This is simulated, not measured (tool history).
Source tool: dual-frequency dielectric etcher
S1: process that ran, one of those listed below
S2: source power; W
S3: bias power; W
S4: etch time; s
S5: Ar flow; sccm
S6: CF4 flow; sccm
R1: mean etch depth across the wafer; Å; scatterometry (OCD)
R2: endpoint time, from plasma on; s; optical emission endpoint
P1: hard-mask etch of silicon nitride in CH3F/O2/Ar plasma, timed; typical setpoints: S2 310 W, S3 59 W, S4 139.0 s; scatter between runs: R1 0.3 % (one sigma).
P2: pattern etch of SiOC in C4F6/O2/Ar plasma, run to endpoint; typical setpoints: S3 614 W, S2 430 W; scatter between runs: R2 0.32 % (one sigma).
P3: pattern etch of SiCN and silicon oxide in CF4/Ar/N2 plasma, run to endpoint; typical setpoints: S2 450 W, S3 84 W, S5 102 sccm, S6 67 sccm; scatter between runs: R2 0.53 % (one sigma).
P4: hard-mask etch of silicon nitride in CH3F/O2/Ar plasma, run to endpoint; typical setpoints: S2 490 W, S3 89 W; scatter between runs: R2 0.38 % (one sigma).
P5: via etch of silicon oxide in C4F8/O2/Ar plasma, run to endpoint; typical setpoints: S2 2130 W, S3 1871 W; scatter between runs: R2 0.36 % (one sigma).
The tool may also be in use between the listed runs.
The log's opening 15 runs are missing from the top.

run,hour,S1,S2,S3,S4,S5,S6,R1,R2
# hour 113.0: wet clean of the chamber
16,117.2,P1,310,83,139.0,,,902.99,
17,125.4,P2,430,386,,,,,12.0850
18,130.3,P1,310,59,139.0,,,802.38,
# hour 134.8: bias power generator calibrated
19,135.6,P5,1370,1871,,,,,193.2300
20,144.1,P1,310,59,139.0,,,810.02,
21,152.5,P2,430,614,,,,,10.2140
22,161.1,P1,310,59,139.0,,,806.47,
23,170.1,P5,2130,2483,,,,,148.6900
24,175.9,P1,190,59,139.0,,,668.11,
25,182.0,P3,450,59,,102,67,,11.1140
26,191.1,P4,490,89,,,,,62.0640
27,198.8,P3,450,84,,102,67,,9.9086
28,203.4,P1,310,59,106.5,,,615.74,
29,210.7,P2,520,614,,,,,9.5385
30,215.4,P1,220,59,97.0,,,492.99,
31,220.6,P1,310,59,139.0,,,803.04,
32,226.6,P1,310,59,139.0,,,801.82,
33,233.8,P1,310,59,139.0,,,801.73,
34,241.9,P1,310,59,139.0,,,795.77,
# hour 249.4: wet clean of the chamber
35,249.5,P1,310,59,139.0,,,794.30,
36,254.0,P1,310,59,139.0,,,793.10,
37,263.4,P1,310,59,139.0,,,794.61,

Forecast run 38:
38,270.3,P1,310,59,139.0,,,?,

Run 38 measured R1 795.02 Å.
